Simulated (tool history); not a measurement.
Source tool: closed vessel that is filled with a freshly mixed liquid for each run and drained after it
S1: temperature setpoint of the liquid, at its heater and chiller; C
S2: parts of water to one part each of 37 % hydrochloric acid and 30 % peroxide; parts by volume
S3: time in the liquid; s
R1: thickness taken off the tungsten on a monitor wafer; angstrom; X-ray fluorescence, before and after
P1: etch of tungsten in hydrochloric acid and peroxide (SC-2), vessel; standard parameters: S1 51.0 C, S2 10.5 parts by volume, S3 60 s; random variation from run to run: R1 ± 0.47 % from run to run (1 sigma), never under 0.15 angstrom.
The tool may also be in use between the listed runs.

run	hour	S1	S2	S3	R1
1	8.7	51.0	10.5	60	197.280
2	16.9	51.0	10.5	60	197.610
3	25.0	65.5	10.5	60	496.730
4	32.3	51.0	10.5	30	99.555
5	36.5	59.5	10.5	30	172.690
6	42.6	51.0	10.5	100	329.160
7	50.8	51.0	10.5	60	198.000
8	58.0	35.0	10.5	60	64.691
9	62.4	51.0	10.5	60	197.600
10	70.7	51.0	10.5	60	196.500
11	76.3	51.0	19.0	60	117.410
12	84.4	39.0	18.5	60	52.915
# hour 86.6: thermometer replaced
13	92.3	51.0	4.0	60	415.720
# hour 94.0: chemicals flow meter replaced
14	99.6	39.0	6.0	60	135.840
15	104.1	51.0	10.5	60	197.150

Run 16 comes next. What will it give?
16	111.4	51.0	10.5	60	?

Run 16 gave R1 198.900 angstrom.

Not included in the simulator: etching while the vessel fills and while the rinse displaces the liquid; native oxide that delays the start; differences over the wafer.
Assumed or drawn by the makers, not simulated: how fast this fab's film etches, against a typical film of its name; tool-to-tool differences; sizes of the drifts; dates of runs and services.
